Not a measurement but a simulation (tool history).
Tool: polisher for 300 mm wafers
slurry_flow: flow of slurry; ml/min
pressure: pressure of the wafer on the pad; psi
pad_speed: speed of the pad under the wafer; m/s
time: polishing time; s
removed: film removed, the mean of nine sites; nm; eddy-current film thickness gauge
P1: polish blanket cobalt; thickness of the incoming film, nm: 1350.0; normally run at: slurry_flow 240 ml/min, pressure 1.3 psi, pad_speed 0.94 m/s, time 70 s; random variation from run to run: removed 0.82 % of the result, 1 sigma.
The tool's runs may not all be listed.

| run | hour | slurry_flow | pressure | pad_speed | time | removed |
|---|---|---|---|---|---|---|
| 1 | 6.6 | 240 | 1.3 | 0.94 | 70 | 200.17 |
| 2 | 9.7 | 240 | 1.3 | 0.94 | 94 | 271.38 |
| 3 | 13.6 | 240 | 1.3 | 0.94 | 70 | 198.84 |
| 4 | 17.5 | 240 | 1.3 | 0.56 | 95 | 163.05 |
| 5 | 24.5 | 240 | 1.3 | 1.48 | 70 | 319.06 |
|  | 29.9 | worn pad replaced by a new one |
| 6 | 30.7 | 380 | 1.3 | 0.94 | 70 | 209.20 |
| 7 | 34.4 | 240 | 1.3 | 0.42 | 70 | 88.89 |
| 8 | 39.9 | 240 | 1.3 | 0.94 | 70 | 202.35 |
| 9 | 43.3 | 240 | 1.3 | 0.94 | 36 | 104.53 |
| 10 | 47.0 | 240 | 2.1 | 0.94 | 70 | 321.42 |
| 11 | 50.7 | 145 | 1.3 | 0.94 | 70 | 186.42 |
| 12 | 57.5 | 240 | 1.3 | 0.94 | 70 | 196.50 |
| 13 | 63.9 | 240 | 1.3 | 0.94 | 70 | 197.42 |
| 14 | 67.9 | 240 | 0.7 | 0.94 | 70 | 106.30 |
| 15 | 72.4 | 240 | 1.3 | 0.94 | 70 | 198.56 |
| 16 | 77.1 | 240 | 1.3 | 0.94 | 70 | 199.52 |
| 17 | 83.5 | 240 | 1.3 | 0.94 | 70 | 194.50 |
| 18 | 90.3 | 240 | 1.3 | 0.94 | 70 | 192.22 |
| 19 | 95.7 | 240 | 1.3 | 0.94 | 70 | 191.17 |
|  | 100.7 | worn pad replaced by a new one |
| 20 | 100.8 | 240 | 1.3 | 0.94 | 70 | 187.59 |
| 21 | 106.0 | 240 | 1.3 | 0.94 | 70 | 185.54 |

The next listed run, before its measurement:
| 22 | 109.2 | 240 | 1.3 | 0.94 | 70 | ? |

{"run 22": {"removed": 185.98}}
